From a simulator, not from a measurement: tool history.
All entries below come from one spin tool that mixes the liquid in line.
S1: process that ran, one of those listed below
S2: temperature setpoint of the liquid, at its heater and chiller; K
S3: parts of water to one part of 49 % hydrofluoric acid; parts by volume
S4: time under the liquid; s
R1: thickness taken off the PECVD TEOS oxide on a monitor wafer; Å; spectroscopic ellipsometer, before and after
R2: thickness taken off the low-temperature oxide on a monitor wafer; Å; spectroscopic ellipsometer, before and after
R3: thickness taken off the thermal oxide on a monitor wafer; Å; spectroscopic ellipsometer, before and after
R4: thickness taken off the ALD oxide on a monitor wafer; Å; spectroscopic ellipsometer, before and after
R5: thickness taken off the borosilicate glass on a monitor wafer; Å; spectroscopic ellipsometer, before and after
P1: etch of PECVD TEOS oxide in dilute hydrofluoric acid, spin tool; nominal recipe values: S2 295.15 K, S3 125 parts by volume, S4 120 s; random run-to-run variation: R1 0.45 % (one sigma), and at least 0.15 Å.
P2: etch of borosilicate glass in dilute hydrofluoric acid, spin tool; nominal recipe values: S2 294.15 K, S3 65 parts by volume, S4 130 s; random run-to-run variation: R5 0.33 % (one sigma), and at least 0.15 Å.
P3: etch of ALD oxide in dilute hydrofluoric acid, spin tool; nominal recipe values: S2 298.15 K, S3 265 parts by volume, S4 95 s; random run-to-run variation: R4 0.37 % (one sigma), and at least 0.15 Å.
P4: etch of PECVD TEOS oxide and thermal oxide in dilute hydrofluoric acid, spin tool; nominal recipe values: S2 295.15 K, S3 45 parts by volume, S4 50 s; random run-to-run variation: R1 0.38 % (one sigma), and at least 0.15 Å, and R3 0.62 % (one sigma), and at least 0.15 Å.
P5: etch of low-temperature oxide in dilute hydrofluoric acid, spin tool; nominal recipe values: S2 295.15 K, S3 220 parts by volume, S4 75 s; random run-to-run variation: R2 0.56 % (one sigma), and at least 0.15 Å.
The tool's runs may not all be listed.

{"run": 1, "hour": 6.4, "S1": "P1", "S2": 295.15, "S3": 125, "S4": 120, "R1": 137.19}
{"run": 2, "hour": 12.5, "S1": "P5", "S2": 299.15, "S3": 220, "S4": 75, "R2": 54.01}
{"run": 3, "hour": 25.2, "S1": "P4", "S2": 303.15, "S3": 45, "S4": 50, "R1": 437.31, "R3": 73.092}
{"run": 4, "hour": 31.7, "S1": "P1", "S2": 290.15, "S3": 200, "S4": 120, "R1": 65.337}
{"run": 5, "hour": 41.1, "S1": "P1", "S2": 295.15, "S3": 80, "S4": 120, "R1": 225.19}
{"run": 6, "hour": 53.9, "S1": "P5", "S2": 295.15, "S3": 220, "S4": 125, "R2": 77.617}
{"run": 7, "hour": 66.3, "S1": "P3", "S2": 298.15, "S3": 475, "S4": 95, "R4": 41.694}
{"run": 8, "hour": 73.8, "S1": "P5", "S2": 295.15, "S3": 220, "S4": 75, "R2": 46.324}
{"run": 9, "hour": 84.8, "S1": "P1", "S2": 302.65, "S3": 215, "S4": 120, "R1": 94.914}
{"run": 10, "hour": 95.8, "S1": "P1", "S2": 295.15, "S3": 125, "S4": 120, "R1": 137.67}
{"run": 11, "hour": 103.8, "S1": "P2", "S2": 294.15, "S3": 30, "S4": 130, "R5": 1014.2}
{"run": 12, "hour": 113.8, "S1": "P4", "S2": 295.15, "S3": 45, "S4": 50, "R1": 313.08, "R3": 52.403}
{"hour": 123.9, "done": "thermometer replaced"}
{"run": 13, "hour": 126.3, "S1": "P3", "S2": 298.15, "S3": 265, "S4": 95, "R4": 90.21}
{"run": 14, "hour": 135.5, "S1": "P1", "S2": 290.15, "S3": 165, "S4": 120, "R1": 81.594}
{"run": 15, "hour": 142.8, "S1": "P5", "S2": 295.15, "S3": 65, "S4": 75, "R2": 185.86}
{"run": 16, "hour": 149.2, "S1": "P1", "S2": 301.15, "S3": 125, "S4": 120, "R1": 174.46}
{"run": 17, "hour": 155.3, "S1": "P1", "S2": 295.15, "S3": 125, "S4": 120, "R1": 137.15}
{"run": 18, "hour": 165.1, "S1": "P2", "S2": 294.15, "S3": 65, "S4": 40, "R5": 138.01}
{"run": 19, "hour": 172.6, "S1": "P1", "S2": 295.15, "S3": 195, "S4": 120, "R1": 81.955}
{"run": 20, "hour": 180.5, "S1": "P4", "S2": 295.15, "S3": 70, "S4": 50, "R1": 196.57, "R3": 32.802}
{"run": 21, "hour": 193.8, "S1": "P1", "S2": 295.15, "S3": 125, "S4": 120, "R1": 137.44}
{"run": 22, "hour": 204.3, "S1": "P2", "S2": 301.65, "S3": 65, "S4": 130, "R5": 609.37}
{"run": 23, "hour": 212.7, "S1": "P1", "S2": 295.15, "S3": 125, "S4": 195, "R1": 223.23}
{"run": 24, "hour": 224.7, "S1": "P1", "S2": 295.15, "S3": 125, "S4": 15, "R1": 17.271}
{"run": 25, "hour": 230.9, "S1": "P1", "S2": 290.15, "S3": 125, "S4": 120, "R1": 111.8}
{"run": 26, "hour": 243.5, "S1": "P3", "S2": 298.15, "S3": 265, "S4": 20, "R4": 19.128}
{"run": 27, "hour": 250.2, "S1": "P5", "S2": 295.15, "S3": 220, "S4": 75, "R2": 46.565}
{"run": 28, "hour": 260.6, "S1": "P1", "S2": 295.15, "S3": 125, "S4": 120, "R1": 138.84}
{"run": 29, "hour": 274.2, "S1": "P2", "S2": 294.15, "S3": 65, "S4": 130, "R5": 448.67}
{"run": 30, "hour": 287.8, "S1": "P4", "S2": 295.15, "S3": 45, "S4": 25, "R1": 157.04, "R3": 26.453}
{"run": 31, "hour": 299.9, "S1": "P4", "S2": 295.15, "S3": 45, "S4": 50, "R1": 315.52, "R3": 52.57}
{"run": 32, "hour": 312.8, "S1": "P3", "S2": 305.65, "S3": 265, "S4": 95, "R4": 117.64}
{"run": 33, "hour": 323.7, "S1": "P1", "S2": 295.15, "S3": 125, "S4": 120, "R1": 138.1}
{"run": 34, "hour": 333.9, "S1": "P1", "S2": 295.15, "S3": 125, "S4": 120, "R1": 134.0}
{"run": 35, "hour": 346.1, "S1": "P1", "S2": 295.15, "S3": 125, "S4": 120, "R1": 132.34}
{"run": 36, "hour": 357.6, "S1": "P1", "S2": 295.15, "S3": 125, "S4": 120, "R1": 131.47}
{"run": 37, "hour": 370.6, "S1": "P1", "S2": 295.15, "S3": 125, "S4": 120, "R1": 129.45}
{"run": 38, "hour": 380.6, "S1": "P1", "S2": 295.15, "S3": 125, "S4": 120, "R1": 129.88}
{"run": 39, "hour": 387.2, "S1": "P1", "S2": 295.15, "S3": 125, "S4": 120, "R1": 128.87}
{"run": 40, "hour": 395.7, "S1": "P1", "S2": 295.15, "S3": 125, "S4": 120, "R1": 128.62}
{"run": 41, "hour": 403.9, "S1": "P1", "S2": 295.15, "S3": 125, "S4": 120, "R1": 129.23}
{"run": 42, "hour": 412.7, "S1": "P1", "S2": 295.15, "S3": 125, "S4": 120, "R1": 129.01}
{"run": 43, "hour": 425.5, "S1": "P1", "S2": 295.15, "S3": 125, "S4": 120, "R1": 127.93}
{"run": 44, "hour": 431.6, "S1": "P1", "S2": 295.15, "S3": 125, "S4": 120, "R1": 128.06}

What P1 gives has crept off from where it sat before. The 2 causes that follow fit the log equally well, each at the size noted:
A: hydrofluoric acid flow below the setpoint (%) = 6.01
B: liquid colder than its thermometer reads (K) = 1.78
At approximately hour 323.7, the process output began to creep.

Consider the 4 single-wafer check runs listed below, results given as question marks: which one distinguishes between the causes by giving clearly different results for each?
{"run": "check 1", "hour": 437.7, "S1": "P2", "S2": 297.15, "S3": 65, "S4": 130, "R5": "?"}
{"run": "check 2", "hour": 437.7, "S1": "P4", "S2": 301.65, "S3": 45, "S4": 50, "R1": "?", "R3": "?"}
{"run": "check 3", "hour": 437.7, "S1": "P5", "S2": 295.15, "S3": 75, "S4": 75, "R2": "?"}
{"run": "check 4", "hour": 437.7, "S1": "P3", "S2": 304.65, "S3": 425, "S4": 95, "R4": "?"}

What every check run would give for each of its results, assuming each possible cause in turn:
check=check_1 result=R5 if_A=474.44 if_B=471.83
check=check_2 result=R1 if_A=383.960 if_B=381.980
check=check_2 result=R3 if_A=64.070 if_B=63.739
check=check_3 result=R2 if_A=149.310 if_B=148.450
check=check_4 result=R4 if_A=54.427 if_B=56.440
Distance between the nearest two causes, measured in the result of the check that separates them most: check 1 0.55 %; check 2 0.52 %; check 3 0.58 %; check 4 3.63 %
The causes can be told apart only by check 4. The other checks would give nearly the same results under each of them.

Running check 4 produced the following: R4 54.320 Å. Which one of the listed causes fits?

The correct cause is A, namely: hydrofluoric acid flow below the setpoint (%).
